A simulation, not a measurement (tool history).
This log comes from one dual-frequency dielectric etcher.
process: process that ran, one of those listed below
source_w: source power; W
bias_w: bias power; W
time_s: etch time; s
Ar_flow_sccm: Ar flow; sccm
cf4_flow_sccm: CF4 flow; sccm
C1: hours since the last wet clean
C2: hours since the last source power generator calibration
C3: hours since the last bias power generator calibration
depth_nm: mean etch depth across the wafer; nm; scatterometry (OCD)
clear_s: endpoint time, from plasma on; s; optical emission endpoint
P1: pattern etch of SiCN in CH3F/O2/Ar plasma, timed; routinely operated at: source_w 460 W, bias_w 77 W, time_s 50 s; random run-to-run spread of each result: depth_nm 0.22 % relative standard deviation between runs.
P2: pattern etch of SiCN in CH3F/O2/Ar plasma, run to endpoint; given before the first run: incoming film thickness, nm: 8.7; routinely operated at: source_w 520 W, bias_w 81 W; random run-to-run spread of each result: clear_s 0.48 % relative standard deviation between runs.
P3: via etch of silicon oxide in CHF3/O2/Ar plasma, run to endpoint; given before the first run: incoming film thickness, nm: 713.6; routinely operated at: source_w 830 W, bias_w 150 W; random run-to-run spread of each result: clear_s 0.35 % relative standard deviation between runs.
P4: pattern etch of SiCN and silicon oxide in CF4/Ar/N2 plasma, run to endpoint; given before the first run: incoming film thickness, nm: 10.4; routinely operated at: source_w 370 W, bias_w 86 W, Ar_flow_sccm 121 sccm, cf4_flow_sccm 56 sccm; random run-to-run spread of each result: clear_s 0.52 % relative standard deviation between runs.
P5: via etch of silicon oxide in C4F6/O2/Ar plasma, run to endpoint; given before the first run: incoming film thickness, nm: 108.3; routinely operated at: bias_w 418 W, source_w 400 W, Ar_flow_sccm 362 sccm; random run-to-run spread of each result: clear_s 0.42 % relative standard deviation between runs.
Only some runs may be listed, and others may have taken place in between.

run 1 hour=7.5 | process=P1 source_w=460 bias_w=77 time_s=50 | C1=158.1 C2=2313.8 C3=2212.3 | depth_nm=21.164
run 2 hour=12.3 | process=P5 source_w=400 bias_w=418 Ar_flow_sccm=436 | C1=162.9 C2=2318.6 C3=2217.1 | clear_s=27.399
run 3 hour=21 | process=P3 source_w=830 bias_w=150 | C1=171.6 C2=2327.3 C3=2225.8 | clear_s=356.62
run 4 hour=27.1 | process=P1 source_w=460 bias_w=77 time_s=70.5 | C1=177.7 C2=2333.4 C3=2231.9 | depth_nm=29.741
run 5 hour=37.6 | process=P3 source_w=1000 bias_w=150 | C1=188.2 C2=2343.9 C3=2242.4 | clear_s=330.37
run 6 hour=45.4 | process=P4 source_w=370 bias_w=86 Ar_flow_sccm=121 cf4_flow_sccm=70 | C1=196 C2=2351.7 C3=2250.2 | clear_s=14.005
run 7 hour=53.5 | process=P1 source_w=590 bias_w=77 time_s=50 | C1=204.1 C2=2359.8 C3=2258.3 | depth_nm=23.271
run 8 hour=59.9 | process=P1 source_w=460 bias_w=77 time_s=50 | C1=210.5 C2=2366.2 C3=2264.7 | depth_nm=21.196
run 9 hour=67.8 | process=P1 source_w=560 bias_w=52 time_s=50 | C1=218.4 C2=2374.1 C3=2272.6 | depth_nm=19.924
run 10 hour=78.1 | process=P1 source_w=550 bias_w=58 time_s=50 | C1=228.7 C2=2384.4 C3=2282.9 | depth_nm=20.532
run 11 hour=87 | process=P4 source_w=280 bias_w=86 Ar_flow_sccm=121 cf4_flow_sccm=56 | C1=237.6 C2=2393.3 C3=2291.8 | clear_s=18.7
run 12 hour=92.8 | process=P1 source_w=260 bias_w=77 time_s=50 | C1=243.4 C2=2399.1 C3=2297.6 | depth_nm=17.048
run 13 hour=97.8 | process=P5 source_w=400 bias_w=418 Ar_flow_sccm=362 | C1=248.4 C2=2404.1 C3=2302.6 | clear_s=27.028
run 14 hour=105 | process=P1 source_w=460 bias_w=77 time_s=50 | C1=255.6 C2=2411.3 C3=2309.8 | depth_nm=21.137
run 15 hour=110.7 | process=P1 source_w=460 bias_w=77 time_s=28 | C1=261.3 C2=2417 C3=2315.5 | depth_nm=11.824
run 16 hour=119.6 | process=P1 source_w=460 bias_w=92 time_s=50 | C1=270.2 C2=2425.9 C3=2324.4 | depth_nm=22.585
run 17 hour=125.2 | process=P4 source_w=370 bias_w=50 Ar_flow_sccm=121 cf4_flow_sccm=56 | C1=275.8 C2=2431.5 C3=2330 | clear_s=17.628
run 18 hour=133.5 | process=P4 source_w=370 bias_w=86 Ar_flow_sccm=121 cf4_flow_sccm=56 | C1=284.1 C2=2439.8 C3=2338.3 | clear_s=14.457
run 19 hour=138.7 | process=P1 source_w=460 bias_w=77 time_s=50 | C1=289.3 C2=2445 C3=2343.5 | depth_nm=21.208
run 20 hour=146 | process=P1 source_w=460 bias_w=60 time_s=50 | C1=296.6 C2=2452.3 C3=2350.8 | depth_nm=19.379
run 21 hour=155.5 | process=P5 source_w=400 bias_w=418 Ar_flow_sccm=362 | C1=306.1 C2=2461.8 C3=2360.3 | clear_s=26.861
run 22 hour=164.5 | process=P1 source_w=460 bias_w=77 time_s=50 | C1=315.1 C2=2470.8 C3=2369.3 | depth_nm=21.12
run 23 hour=172.6 | process=P2 source_w=520 bias_w=81 | C1=323.2 C2=2478.9 C3=2377.4 | clear_s=20.907
run 24 hour=180.4 | process=P1 source_w=540 bias_w=77 time_s=37.5 | C1=331 C2=2486.7 C3=2385.2 | depth_nm=16.826
run 25 hour=186.4 | process=P4 source_w=370 bias_w=86 Ar_flow_sccm=121 cf4_flow_sccm=56 | C1=337 C2=2492.7 C3=2391.2 | clear_s=14.433
run 26 hour=195.1 | process=P2 source_w=520 bias_w=110 | C1=345.7 C2=2501.4 C3=2399.9 | clear_s=18.79
run 27 hour=205.1 | process=P2 source_w=520 bias_w=81 | C1=355.7 C2=2511.4 C3=2409.9 | clear_s=20.97
run 28 hour=215 | process=P5 source_w=400 bias_w=307 Ar_flow_sccm=362 | C1=365.6 C2=2521.3 C3=2419.8 | clear_s=29.997
run 29 hour=223.1 | process=P1 source_w=460 bias_w=77 time_s=50 | C1=373.7 C2=2529.4 C3=2427.9 | depth_nm=21.141
run 30 hour=230.6 | process=P5 source_w=480 bias_w=418 Ar_flow_sccm=362 | C1=381.2 C2=2536.9 C3=2435.4 | clear_s=25.071
run 31 hour=239.5 | process=P3 source_w=830 bias_w=112 | C1=390.1 C2=2545.8 C3=2444.3 | clear_s=389.61
run 32 hour=247.9 | process=P2 source_w=360 bias_w=81 | C1=398.5 C2=2554.2 C3=2452.7 | clear_s=24.091
run 33 hour=253.7 | process=P4 source_w=370 bias_w=86 Ar_flow_sccm=169 cf4_flow_sccm=56 | C1=404.3 C2=2560 C3=2458.5 | clear_s=15.241
run 34 hour=263.3 | process=P1 source_w=460 bias_w=77 time_s=50 | C1=413.9 C2=2569.6 C3=2468.1 | depth_nm=21.121
run 35 hour=273.9 | process=P1 source_w=460 bias_w=77 time_s=50 | C1=424.5 C2=2580.2 C3=2478.7 | depth_nm=21.191
run 36 hour=280.1 | process=P1 source_w=460 bias_w=77 time_s=50 | C1=430.7 C2=2586.4 C3=2484.9 | depth_nm=21.02
run 37 hour=289.5 | process=P1 source_w=460 bias_w=77 time_s=50 | C1=440.1 C2=2595.8 C3=2494.3 | depth_nm=20.971
run 38 hour=295.1 | process=P1 source_w=460 bias_w=77 time_s=50 | C1=445.7 C2=2601.4 C3=2499.9 | depth_nm=20.823

Run 39, settings as shown, results not yet in. Your forecast:
run 39 hour=302 | process=P1 source_w=460 bias_w=77 time_s=50 | C1=452.6 C2=2608.3 C3=2506.8 | depth_nm=?

For run 39 the tool returned depth_nm 20.816 nm.

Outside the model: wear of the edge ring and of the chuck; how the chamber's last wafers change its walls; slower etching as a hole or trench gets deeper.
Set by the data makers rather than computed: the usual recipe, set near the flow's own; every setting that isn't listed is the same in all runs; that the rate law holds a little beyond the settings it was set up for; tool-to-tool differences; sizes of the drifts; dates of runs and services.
